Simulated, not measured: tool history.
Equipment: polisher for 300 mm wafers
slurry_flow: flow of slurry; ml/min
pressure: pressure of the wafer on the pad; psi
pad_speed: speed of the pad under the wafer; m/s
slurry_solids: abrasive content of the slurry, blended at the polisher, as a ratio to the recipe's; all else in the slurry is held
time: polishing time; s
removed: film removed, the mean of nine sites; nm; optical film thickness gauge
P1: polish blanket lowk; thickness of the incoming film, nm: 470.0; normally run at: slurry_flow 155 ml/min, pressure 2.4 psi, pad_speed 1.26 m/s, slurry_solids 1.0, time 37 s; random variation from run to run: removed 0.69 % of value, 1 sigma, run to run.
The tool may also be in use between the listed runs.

Run 1, hour 13.4: slurry_flow 155 ml/min, pressure 2.4 psi, pad_speed 1.26 m/s, slurry_solids 1.0, time 37 s. Result: removed 26.096 nm.
Run 2, hour 21.0: slurry_flow 155 ml/min, pressure 2.4 psi, pad_speed 1.26 m/s, slurry_solids 1.0, time 18 s. Result: removed 12.716 nm.
Run 3, hour 33.8: slurry_flow 205 ml/min, pressure 3.1 psi, pad_speed 1.26 m/s, slurry_solids 1.0, time 37 s. Result: removed 35.200 nm.
Run 4, hour 42.9: slurry_flow 200 ml/min, pressure 2.4 psi, pad_speed 1.26 m/s, slurry_solids 1.0, time 37 s. Result: removed 27.224 nm.
Run 5, hour 56.5: slurry_flow 155 ml/min, pressure 2.4 psi, pad_speed 1.26 m/s, slurry_solids 1.0, time 37 s. Result: removed 26.778 nm.
Run 6, hour 68.8: slurry_flow 155 ml/min, pressure 2.4 psi, pad_speed 1.26 m/s, slurry_solids 1.0, time 37 s. Result: removed 26.144 nm.
Run 7, hour 78.8: slurry_flow 230 ml/min, pressure 2.4 psi, pad_speed 1.26 m/s, slurry_solids 0.7, time 37 s. Result: removed 23.054 nm.
Run 8, hour 86.9: slurry_flow 95 ml/min, pressure 2.4 psi, pad_speed 1.26 m/s, slurry_solids 1.0, time 37 s. Result: removed 23.616 nm.
Run 9, hour 98.4: slurry_flow 155 ml/min, pressure 2.4 psi, pad_speed 1.26 m/s, slurry_solids 1.3, time 37 s. Result: removed 29.009 nm.
Run 10, hour 107.4: slurry_flow 155 ml/min, pressure 2.4 psi, pad_speed 0.56 m/s, slurry_solids 1.0, time 37 s. Result: removed 13.709 nm.
Run 11, hour 117.6: slurry_flow 220 ml/min, pressure 2.4 psi, pad_speed 1.26 m/s, slurry_solids 1.0, time 17 s. Result: removed 12.799 nm.
Run 12, hour 125.8: slurry_flow 155 ml/min, pressure 1.8 psi, pad_speed 1.26 m/s, slurry_solids 1.0, time 37 s. Result: removed 19.830 nm.
At hour 135.9: head pressure recalibrated.
Run 13, hour 139.6: slurry_flow 155 ml/min, pressure 2.4 psi, pad_speed 1.26 m/s, slurry_solids 1.0, time 57 s. Result: removed 39.897 nm.
Run 14, hour 151.1: slurry_flow 155 ml/min, pressure 2.4 psi, pad_speed 1.90 m/s, slurry_solids 1.0, time 37 s. Result: removed 36.615 nm.
Run 15, hour 165.8: slurry_flow 155 ml/min, pressure 3.7 psi, pad_speed 1.26 m/s, slurry_solids 1.0, time 37 s. Result: removed 41.123 nm.
Run 16, hour 181.0: slurry_flow 155 ml/min, pressure 2.4 psi, pad_speed 1.26 m/s, slurry_solids 1.0, time 37 s. Result: removed 26.468 nm.
Run 17, hour 189.4: slurry_flow 155 ml/min, pressure 2.4 psi, pad_speed 1.26 m/s, slurry_solids 0.5, time 37 s. Result: removed 18.249 nm.
Run 18, hour 201.7: slurry_flow 155 ml/min, pressure 2.4 psi, pad_speed 1.26 m/s, slurry_solids 1.0, time 37 s. Result: removed 26.444 nm.
Run 19, hour 212.5: slurry_flow 155 ml/min, pressure 2.4 psi, pad_speed 1.26 m/s, slurry_solids 1.0, time 37 s. Result: removed 26.485 nm.
Run 20, hour 226.7: slurry_flow 155 ml/min, pressure 2.4 psi, pad_speed 1.26 m/s, slurry_solids 1.0, time 37 s. Result: removed 24.525 nm.
Run 21, hour 234.4: slurry_flow 155 ml/min, pressure 2.4 psi, pad_speed 1.26 m/s, slurry_solids 1.0, time 37 s. Result: removed 23.901 nm.
Run 22, hour 241.8: slurry_flow 155 ml/min, pressure 2.4 psi, pad_speed 1.26 m/s, slurry_solids 1.0, time 37 s. Result: removed 23.313 nm.
Run 23, hour 253.7: slurry_flow 155 ml/min, pressure 2.4 psi, pad_speed 1.26 m/s, slurry_solids 1.0, time 37 s. Result: removed 23.258 nm.
At hour 256.3: conditioning disc replaced and pad reconditioned.
At hour 260.0: head pressure recalibrated.
At hour 261.5: slurry nozzle cleaned.
Run 24, hour 264.6: slurry_flow 155 ml/min, pressure 2.4 psi, pad_speed 1.26 m/s, slurry_solids 1.0, time 37 s. Result: removed 22.783 nm.
Run 25, hour 272.7: slurry_flow 155 ml/min, pressure 2.4 psi, pad_speed 1.26 m/s, slurry_solids 1.0, time 37 s. Result: removed 22.885 nm.
Run 26, hour 281.7: slurry_flow 155 ml/min, pressure 2.4 psi, pad_speed 1.26 m/s, slurry_solids 1.0, time 37 s. Result: removed 22.948 nm.

What P1 gives has crept off from where it sat before. The 2 causes that follow fit the log equally well, each at the size noted:
A: removal rate lost through wear of the pad, % = 13.3
B: abrasive missing from the slurry, % = 25.3
At approximately hour 212.5, the process output began to creep.
Ruled out, with reasons:
slurry flow missing at the pad, %: maintenance at hour 261.5, after the shift began, did not return the process to its former output
head's pressure below its setpoint, %: maintenance at hour 260.0, after the shift began, did not return the process to its former output
time polished since the conditioner stopped cutting, s: maintenance at hour 256.3, after the shift began, did not return the process to its former output

Below are 4 check runs, each averaged over 5 wafers, with their results shown as question marks. Which of them would give clearly different results depending on which cause is behind the drift?
Run check 1, hour 290.7: slurry_flow 155 ml/min, pressure 2.4 psi, pad_speed 0.88 m/s, slurry_solids 1.0, time 54 s. Result: removed ?.
Run check 2, hour 290.7: slurry_flow 155 ml/min, pressure 2.4 psi, pad_speed 1.88 m/s, slurry_solids 1.0, time 52 s. Result: removed ?.
Run check 3, hour 290.7: slurry_flow 155 ml/min, pressure 2.4 psi, pad_speed 1.78 m/s, slurry_solids 0.7, time 37 s. Result: removed ?.
Run check 4, hour 290.7: slurry_flow 155 ml/min, pressure 3.7 psi, pad_speed 1.26 m/s, slurry_solids 1.0, time 37 s. Result: removed ?.

Expected result of each check under each candidate cause:
  check   result    if A    if B
check 1  removed  24.972  24.960
check 2  removed  44.137  44.116
check 3  removed  25.160  24.508
check 4  removed  35.153  35.136
Smallest distance between any two causes, each pair judged by its most separating result, in per cent: check 1 0.05 %; check 2 0.05 %; check 3 2.62 %; check 4 0.05 %
Check 3 tells the causes apart: in the others they would give nearly the same result.

Then check 3 was run and gave: removed 25.202 nm. Which cause is it?

Of the candidate causes, it is A: removal rate lost through wear of the pad, %.
